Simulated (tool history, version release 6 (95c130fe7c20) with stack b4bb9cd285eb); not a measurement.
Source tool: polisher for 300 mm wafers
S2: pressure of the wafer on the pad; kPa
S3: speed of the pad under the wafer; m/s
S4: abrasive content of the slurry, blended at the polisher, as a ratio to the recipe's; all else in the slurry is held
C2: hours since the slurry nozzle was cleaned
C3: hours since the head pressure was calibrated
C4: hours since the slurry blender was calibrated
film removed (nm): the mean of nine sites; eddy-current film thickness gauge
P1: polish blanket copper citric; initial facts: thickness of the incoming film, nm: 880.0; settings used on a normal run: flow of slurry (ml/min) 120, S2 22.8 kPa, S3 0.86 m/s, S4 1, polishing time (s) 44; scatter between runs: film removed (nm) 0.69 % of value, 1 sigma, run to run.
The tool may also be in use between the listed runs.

Run 1, hour 8.4: flow of slurry (ml/min) 120, S2 22.8 kPa, S3 0.86 m/s, S4 1, polishing time (s) 44; wafers polished on this pad 631; C2 49.2; C3 700.8; C4 194.3. Result: film removed (nm) 97.567.
Run 2, hour 14.9: flow of slurry (ml/min) 120, S2 22.8 kPa, S3 0.86 m/s, S4 1.3, polishing time (s) 44; wafers polished on this pad 678; C2 55.7; C3 707.3; C4 200.8. Result: film removed (nm) 103.37.
Run 3, hour 24.9: flow of slurry (ml/min) 120, S2 22.8 kPa, S3 0.86 m/s, S4 1, polishing time (s) 44; wafers polished on this pad 751; C2 65.7; C3 717.3; C4 210.8. Result: film removed (nm) 96.542.
Run 4, hour 33.4: flow of slurry (ml/min) 150, S2 22.8 kPa, S3 0.86 m/s, S4 1.4, polishing time (s) 44; wafers polished on this pad 812; C2 74.2; C3 725.8; C4 219.3. Result: film removed (nm) 109.27.
Run 5, hour 45.6: flow of slurry (ml/min) 120, S2 10.3 kPa, S3 0.86 m/s, S4 1, polishing time (s) 44; wafers polished on this pad 901; C2 86.4; C3 738; C4 231.5. Result: film removed (nm) 45.606.
Run 6, hour 57.2: flow of slurry (ml/min) 120, S2 22.8 kPa, S3 0.86 m/s, S4 1, polishing time (s) 57; wafers polished on this pad 985; C2 98; C3 749.6; C4 243.1. Result: film removed (nm) 125.82.
Run 7, hour 70.3: flow of slurry (ml/min) 85, S2 22.8 kPa, S3 0.86 m/s, S4 1, polishing time (s) 44; wafers polished on this pad 1081; C2 111.1; C3 762.7; C4 256.2. Result: film removed (nm) 88.02.
Run 8, hour 77.9: flow of slurry (ml/min) 120, S2 22.8 kPa, S3 0.86 m/s, S4 1, polishing time (s) 44; wafers polished on this pad 1136; C2 118.7; C3 770.3; C4 263.8. Result: film removed (nm) 97.666.
Run 9, hour 85.1: flow of slurry (ml/min) 120, S2 22.8 kPa, S3 0.86 m/s, S4 1, polishing time (s) 25; wafers polished on this pad 1188; C2 125.9; C3 777.5; C4 271. Result: film removed (nm) 55.417.
Run 10, hour 97.5: flow of slurry (ml/min) 120, S2 22.8 kPa, S3 0.54 m/s, S4 1, polishing time (s) 30; wafers polished on this pad 1279; C2 138.3; C3 789.9; C4 283.4. Result: film removed (nm) 42.278.
At hour 101.2: worn pad replaced by a new one.
Run 11, hour 106.5: flow of slurry (ml/min) 120, S2 22.8 kPa, S3 0.86 m/s, S4 0.7, polishing time (s) 44; wafers polished on this pad 38; C2 147.3; C3 798.9; C4 292.4. Result: film removed (nm) 91.456.
Run 12, hour 121: flow of slurry (ml/min) 120, S2 22.8 kPa, S3 0.86 m/s, S4 1, polishing time (s) 44; wafers polished on this pad 144; C2 161.8; C3 813.4; C4 306.9. Result: film removed (nm) 97.17.
Run 13, hour 130.6: flow of slurry (ml/min) 120, S2 22.8 kPa, S3 1.14 m/s, S4 1, polishing time (s) 33; wafers polished on this pad 214; C2 171.4; C3 823; C4 316.5. Result: film removed (nm) 96.489.
Run 14, hour 141.7: flow of slurry (ml/min) 160, S2 22.8 kPa, S3 0.86 m/s, S4 1, polishing time (s) 44; wafers polished on this pad 294; C2 182.5; C3 834.1; C4 327.6. Result: film removed (nm) 101.8.
Run 15, hour 154.8: flow of slurry (ml/min) 120, S2 30.3 kPa, S3 0.86 m/s, S4 1, polishing time (s) 44; wafers polished on this pad 390; C2 195.6; C3 847.2; C4 340.7. Result: film removed (nm) 130.
Run 16, hour 162.1: flow of slurry (ml/min) 120, S2 22.8 kPa, S3 1.34 m/s, S4 1, polishing time (s) 44; wafers polished on this pad 443; C2 202.9; C3 854.5; C4 348. Result: film removed (nm) 151.26.
Run 17, hour 175.9: flow of slurry (ml/min) 120, S2 22.8 kPa, S3 0.42 m/s, S4 1, polishing time (s) 44; wafers polished on this pad 543; C2 216.7; C3 868.3; C4 361.8. Result: film removed (nm) 49.001.

Predict the results of run 18:
Run 18, hour 186: flow of slurry (ml/min) 120, S2 22.8 kPa, S3 0.86 m/s, S4 1, polishing time (s) 44; wafers polished on this pad 616; C2 226.8; C3 878.4; C4 371.9. Result: film removed (nm) ?.

{"run 18": {"film removed (nm)": 98.792}}

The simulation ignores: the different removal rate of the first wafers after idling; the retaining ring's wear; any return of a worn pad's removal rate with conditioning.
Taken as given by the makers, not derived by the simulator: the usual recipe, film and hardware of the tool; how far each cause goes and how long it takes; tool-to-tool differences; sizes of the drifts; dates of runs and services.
